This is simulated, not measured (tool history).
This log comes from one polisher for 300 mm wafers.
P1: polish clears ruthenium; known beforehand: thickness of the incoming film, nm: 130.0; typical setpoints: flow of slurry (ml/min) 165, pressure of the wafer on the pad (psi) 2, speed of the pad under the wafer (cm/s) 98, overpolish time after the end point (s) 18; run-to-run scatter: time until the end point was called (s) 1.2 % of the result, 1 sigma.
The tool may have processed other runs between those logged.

| run | hour | flow of slurry (ml/min) | pressure of the wafer on the pad (psi) | speed of the pad under the wafer (cm/s) | overpolish time after the end point (s) | wafers polished on this pad | hours since the slurry nozzle was cleaned | hours since the head pressure was calibrated | time until the end point was called (s) |
|---|---|---|---|---|---|---|---|---|---|
| 1 | 4.4 | 165 | 2 | 98 | 18 | 125 | 210.9 | 598.7 | 116.43 |
| 2 | 10.4 | 215 | 2 | 98 | 18 | 173 | 216.9 | 604.7 | 112.28 |
| 3 | 14.2 | 165 | 2.9 | 98 | 18 | 203 | 220.7 | 608.5 | 79.107 |
| 4 | 20.1 | 165 | 2 | 98 | 18 | 249 | 226.6 | 614.4 | 117.14 |
| 5 | 26.2 | 165 | 2 | 98 | 18 | 298 | 232.7 | 620.5 | 116.96 |
| 6 | 29.7 | 205 | 2 | 98 | 5 | 326 | 236.2 | 624 | 114.07 |
| 7 | 35.6 | 220 | 2 | 98 | 5 | 372 | 242.1 | 629.9 | 110.43 |
| 8 | 41 | 100 | 2 | 98 | 18 | 415 | 247.5 | 635.3 | 130.06 |
| 9 | 45.3 | 165 | 2 | 48 | 18 | 449 | 251.8 | 639.6 | 241.03 |
| 10 | 48.2 | 165 | 2 | 98 | 18 | 472 | 254.7 | 642.5 | 116.31 |
| 11 | 53.1 | 165 | 2 | 98 | 5 | 511 | 259.6 | 647.4 | 118.66 |
| 12 | 56 | 165 | 1.1 | 98 | 18 | 534 | 262.5 | 650.3 | 215.28 |
| 13 | 60.6 | 165 | 2 | 98 | 18 | 571 | 267.1 | 654.9 | 116.96 |
| 14 | 66.1 | 110 | 2 | 148 | 18 | 614 | 272.6 | 660.4 | 84.132 |
| 15 | 68.9 | 165 | 2 | 98 | 34 | 636 | 275.4 | 663.2 | 118.55 |
| 16 | 72.6 | 165 | 2 | 136 | 18 | 666 | 279.1 | 666.9 | 83.918 |
| 17 | 78.2 | 165 | 2 | 98 | 18 | 710 | 284.7 | 672.5 | 118.62 |
| 18 | 82.5 | 165 | 2 | 98 | 18 | 744 | 289 | 676.8 | 118.59 |
| 19 | 86.4 | 165 | 2 | 98 | 18 | 775 | 292.9 | 680.7 | 116.48 |
| 20 | 91.9 | 165 | 2 | 98 | 18 | 819 | 298.4 | 686.2 | 123.23 |
| 21 | 97.9 | 165 | 2 | 98 | 18 | 866 | 304.4 | 692.2 | 124.01 |
|  | 103.2 | head pressure recalibrated |
| 22 | 103.8 | 165 | 2 | 98 | 18 | 913 | 310.3 | 0.6 | 126.77 |
| 23 | 109 | 165 | 2 | 98 | 18 | 954 | 315.5 | 5.8 | 125.35 |
| 24 | 112.1 | 165 | 2 | 98 | 18 | 979 | 318.6 | 8.9 | 128.29 |

What will run 25 give?
| 25 | 115.2 | 165 | 2 | 98 | 18 | 1004 | 321.7 | 12 | ? |

Run 25 measured time until the end point was called (s) 126.79.

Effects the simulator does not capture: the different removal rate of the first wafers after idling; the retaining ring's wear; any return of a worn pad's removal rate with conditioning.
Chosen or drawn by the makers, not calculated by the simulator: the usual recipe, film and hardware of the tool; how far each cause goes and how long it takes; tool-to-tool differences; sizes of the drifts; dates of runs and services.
